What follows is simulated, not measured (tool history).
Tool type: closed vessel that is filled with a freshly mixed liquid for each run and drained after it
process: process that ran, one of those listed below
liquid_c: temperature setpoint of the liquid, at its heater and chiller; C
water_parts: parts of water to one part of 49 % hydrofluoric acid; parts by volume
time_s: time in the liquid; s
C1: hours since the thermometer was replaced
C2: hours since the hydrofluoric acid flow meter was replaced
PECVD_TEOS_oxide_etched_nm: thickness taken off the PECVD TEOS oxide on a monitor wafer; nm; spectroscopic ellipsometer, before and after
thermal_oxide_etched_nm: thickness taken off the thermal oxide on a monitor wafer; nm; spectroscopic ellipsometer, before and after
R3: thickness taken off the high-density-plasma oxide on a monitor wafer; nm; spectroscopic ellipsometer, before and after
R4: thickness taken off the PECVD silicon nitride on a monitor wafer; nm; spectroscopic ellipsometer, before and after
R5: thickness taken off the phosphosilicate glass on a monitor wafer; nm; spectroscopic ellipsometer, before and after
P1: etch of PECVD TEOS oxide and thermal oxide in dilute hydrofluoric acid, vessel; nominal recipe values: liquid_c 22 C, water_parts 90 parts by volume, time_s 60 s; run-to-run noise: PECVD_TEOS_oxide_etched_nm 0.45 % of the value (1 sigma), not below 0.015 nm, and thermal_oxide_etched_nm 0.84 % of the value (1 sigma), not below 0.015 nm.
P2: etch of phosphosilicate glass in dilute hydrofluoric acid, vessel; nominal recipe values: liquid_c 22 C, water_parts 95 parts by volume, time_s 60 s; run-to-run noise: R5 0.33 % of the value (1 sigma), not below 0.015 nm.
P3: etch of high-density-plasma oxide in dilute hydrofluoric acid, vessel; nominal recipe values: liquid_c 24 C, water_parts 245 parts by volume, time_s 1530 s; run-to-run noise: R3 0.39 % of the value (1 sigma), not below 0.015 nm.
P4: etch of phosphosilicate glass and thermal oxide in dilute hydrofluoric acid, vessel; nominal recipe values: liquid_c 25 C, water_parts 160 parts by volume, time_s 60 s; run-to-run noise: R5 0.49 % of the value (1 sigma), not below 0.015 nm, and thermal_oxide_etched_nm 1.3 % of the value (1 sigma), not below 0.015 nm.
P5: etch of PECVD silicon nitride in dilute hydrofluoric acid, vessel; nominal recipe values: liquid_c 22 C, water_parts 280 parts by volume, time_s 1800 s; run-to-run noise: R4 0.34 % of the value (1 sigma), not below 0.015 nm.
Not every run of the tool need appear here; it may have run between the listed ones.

{"run": 1, "hour": 6.8, "process": "P1", "liquid_c": 22, "water_parts": 90, "time_s": 60, "C1": 970.9, "C2": 1112.9, "PECVD_TEOS_oxide_etched_nm": 13.471, "thermal_oxide_etched_nm": 2.9286}
{"run": 2, "hour": 10.6, "process": "P3", "liquid_c": 17, "water_parts": 245, "time_s": 1530, "C1": 974.7, "C2": 1116.7, "R3": 45.502}
{"run": 3, "hour": 14.3, "process": "P5", "liquid_c": 22, "water_parts": 505, "time_s": 1800, "C1": 978.4, "C2": 1120.4, "R4": 5.4413}
{"run": 4, "hour": 21.7, "process": "P1", "liquid_c": 22, "water_parts": 150, "time_s": 60, "C1": 985.8, "C2": 1127.8, "PECVD_TEOS_oxide_etched_nm": 7.4764, "thermal_oxide_etched_nm": 1.6225}
{"run": 5, "hour": 28.9, "process": "P1", "liquid_c": 22, "water_parts": 90, "time_s": 60, "C1": 993, "C2": 1135, "PECVD_TEOS_oxide_etched_nm": 13.415, "thermal_oxide_etched_nm": 2.918}
{"run": 6, "hour": 32.8, "process": "P1", "liquid_c": 22, "water_parts": 90, "time_s": 105, "C1": 996.9, "C2": 1138.9, "PECVD_TEOS_oxide_etched_nm": 23.42, "thermal_oxide_etched_nm": 5.0909}
{"run": 7, "hour": 38.6, "process": "P5", "liquid_c": 22, "water_parts": 280, "time_s": 610, "C1": 1002.7, "C2": 1144.7, "R4": 3.2606}
{"run": 8, "hour": 43.3, "process": "P2", "liquid_c": 22, "water_parts": 95, "time_s": 60, "C1": 1007.4, "C2": 1149.4, "R5": 88.382}
{"run": 9, "hour": 48.8, "process": "P1", "liquid_c": 17, "water_parts": 90, "time_s": 60, "C1": 1012.9, "C2": 1154.9, "PECVD_TEOS_oxide_etched_nm": 10.855, "thermal_oxide_etched_nm": 2.3472}
{"run": 10, "hour": 54.7, "process": "P4", "liquid_c": 19.5, "water_parts": 160, "time_s": 60, "C1": 1018.8, "C2": 1160.8, "thermal_oxide_etched_nm": 1.3874, "R5": 49.267}
{"run": 11, "hour": 59.7, "process": "P4", "liquid_c": 25, "water_parts": 85, "time_s": 60, "C1": 1023.8, "C2": 1165.8, "thermal_oxide_etched_nm": 3.6183, "R5": 126.06}
{"run": 12, "hour": 63.2, "process": "P3", "liquid_c": 24, "water_parts": 370, "time_s": 1530, "C1": 1027.3, "C2": 1169.3, "R3": 34.674}
{"run": 13, "hour": 68.9, "process": "P5", "liquid_c": 22, "water_parts": 280, "time_s": 1800, "C1": 1033, "C2": 1175, "R4": 9.621}
{"run": 14, "hour": 73.6, "process": "P1", "liquid_c": 22, "water_parts": 90, "time_s": 60, "C1": 1037.7, "C2": 1179.7, "PECVD_TEOS_oxide_etched_nm": 13.435, "thermal_oxide_etched_nm": 2.8859}
{"run": 15, "hour": 77.3, "process": "P4", "liquid_c": 25, "water_parts": 160, "time_s": 60, "C1": 1041.4, "C2": 1183.4, "thermal_oxide_etched_nm": 1.7282, "R5": 60.899}
{"run": 16, "hour": 80.7, "process": "P1", "liquid_c": 22, "water_parts": 50, "time_s": 30, "C1": 1044.8, "C2": 1186.8, "PECVD_TEOS_oxide_etched_nm": 12.554, "thermal_oxide_etched_nm": 2.7404}
{"run": 17, "hour": 86.2, "process": "P1", "liquid_c": 22, "water_parts": 90, "time_s": 60, "C1": 1050.3, "C2": 1192.3, "PECVD_TEOS_oxide_etched_nm": 13.251, "thermal_oxide_etched_nm": 2.8446}
{"run": 18, "hour": 92.1, "process": "P5", "liquid_c": 17, "water_parts": 280, "time_s": 1800, "C1": 1056.2, "C2": 1198.2, "R4": 7.0408}
{"run": 19, "hour": 98.0, "process": "P4", "liquid_c": 25, "water_parts": 160, "time_s": 100, "C1": 1062.1, "C2": 1204.1, "thermal_oxide_etched_nm": 2.9042, "R5": 100.91}
{"run": 20, "hour": 104.5, "process": "P2", "liquid_c": 22, "water_parts": 95, "time_s": 30, "C1": 1068.6, "C2": 1210.6, "R5": 44.188}
{"run": 21, "hour": 108.4, "process": "P2", "liquid_c": 29.5, "water_parts": 95, "time_s": 60, "C1": 1072.5, "C2": 1214.5, "R5": 118.21}
{"run": 22, "hour": 112.2, "process": "P1", "liquid_c": 17, "water_parts": 90, "time_s": 30, "C1": 1076.3, "C2": 1218.3, "PECVD_TEOS_oxide_etched_nm": 5.4263, "thermal_oxide_etched_nm": 1.1726}

Forecast run 23:
{"run": 23, "hour": 119.6, "process": "P1", "liquid_c": 29, "water_parts": 90, "time_s": 60, "C1": 1083.7, "C2": 1225.7, "PECVD_TEOS_oxide_etched_nm": "?", "thermal_oxide_etched_nm": "?"}

PECVD_TEOS_oxide_etched_nm: 17.71 nm
thermal_oxide_etched_nm: 3.8398 nm

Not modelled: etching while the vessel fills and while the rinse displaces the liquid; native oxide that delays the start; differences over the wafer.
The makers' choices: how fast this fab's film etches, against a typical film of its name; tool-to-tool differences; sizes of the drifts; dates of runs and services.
